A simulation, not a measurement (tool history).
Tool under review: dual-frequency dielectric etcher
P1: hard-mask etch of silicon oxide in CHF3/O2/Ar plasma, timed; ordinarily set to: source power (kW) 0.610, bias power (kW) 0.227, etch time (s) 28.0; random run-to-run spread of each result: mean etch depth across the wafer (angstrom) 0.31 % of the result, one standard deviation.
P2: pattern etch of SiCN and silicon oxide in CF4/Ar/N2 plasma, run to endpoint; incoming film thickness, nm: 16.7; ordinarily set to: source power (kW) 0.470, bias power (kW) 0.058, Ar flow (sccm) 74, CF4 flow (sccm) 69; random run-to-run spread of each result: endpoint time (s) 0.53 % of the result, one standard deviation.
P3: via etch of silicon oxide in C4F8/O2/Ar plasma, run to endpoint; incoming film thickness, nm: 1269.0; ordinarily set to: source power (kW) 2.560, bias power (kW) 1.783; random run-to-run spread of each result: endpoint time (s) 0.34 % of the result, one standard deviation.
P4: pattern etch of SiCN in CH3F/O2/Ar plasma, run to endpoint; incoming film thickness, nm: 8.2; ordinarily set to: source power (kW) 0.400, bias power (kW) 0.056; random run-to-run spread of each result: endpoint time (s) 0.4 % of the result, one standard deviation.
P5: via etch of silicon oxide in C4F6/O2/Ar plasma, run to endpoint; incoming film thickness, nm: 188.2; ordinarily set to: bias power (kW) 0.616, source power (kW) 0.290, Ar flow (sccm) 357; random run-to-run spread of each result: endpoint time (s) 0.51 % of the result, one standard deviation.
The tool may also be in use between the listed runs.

run,hour,process that ran,source power (kW),bias power (kW),etch time (s),Ar flow (sccm),CF4 flow (sccm),hours since the last wet clean,hours since the last source power generator calibration,hours since the last bias power generator calibration,mean etch depth across the wafer (angstrom),endpoint time (s)
1,4.4,P1,0.610,0.227,28.0,,,152.7,1814.6,794.3,625.80,
2,7.9,P3,3.120,1.783,,,,156.2,1818.1,797.8,,218.370
3,10.1,P1,0.610,0.162,20.0,,,158.4,1820.3,800.0,400.00,
4,14.2,P3,2.560,1.783,,,,162.5,1824.4,804.1,,235.790
5,16.9,P1,0.860,0.227,28.0,,,165.2,1827.1,806.8,712.72,
6,19.0,P4,0.400,0.073,,,,167.3,1829.2,808.9,,22.487
7,22.2,P1,0.610,0.227,39.5,,,170.5,1832.4,812.1,884.13,
8,25.7,P5,0.290,0.616,,357,,174.0,1835.9,815.6,,43.311
9,29.3,P3,2.560,1.783,,,,177.6,1839.5,819.2,,235.700
10,31.6,P1,0.610,0.227,28.0,,,179.9,1841.8,821.5,630.31,
11,35.8,P4,0.550,0.056,,,,184.1,1846.0,825.7,,21.903
12,39.7,P2,0.470,0.058,,74,56,188.0,1849.9,829.6,,20.009
13,43.3,P5,0.370,0.616,,357,,191.6,1853.5,833.2,,39.691
14,46.8,P4,0.400,0.056,,,,195.1,1857.0,836.7,,24.757
15,50.1,P1,0.610,0.227,16.5,,,198.4,1860.3,840.0,369.14,
16,52.3,P1,0.610,0.227,28.0,,,200.6,1862.5,842.2,627.74,
17,54.7,P5,0.290,0.616,,357,,203.0,1864.9,844.6,,43.304
18,59.1,P1,0.610,0.167,28.0,,,207.4,1869.3,849.0,564.29,
19,61.7,P1,0.610,0.299,28.0,,,210.0,1871.9,851.6,688.93,

Predict the results of run 20:
20,64.1,P2,0.470,0.043,,74,69,212.4,1874.3,854.0,,?

{"run 20": {"endpoint time (s)": 21.065}}
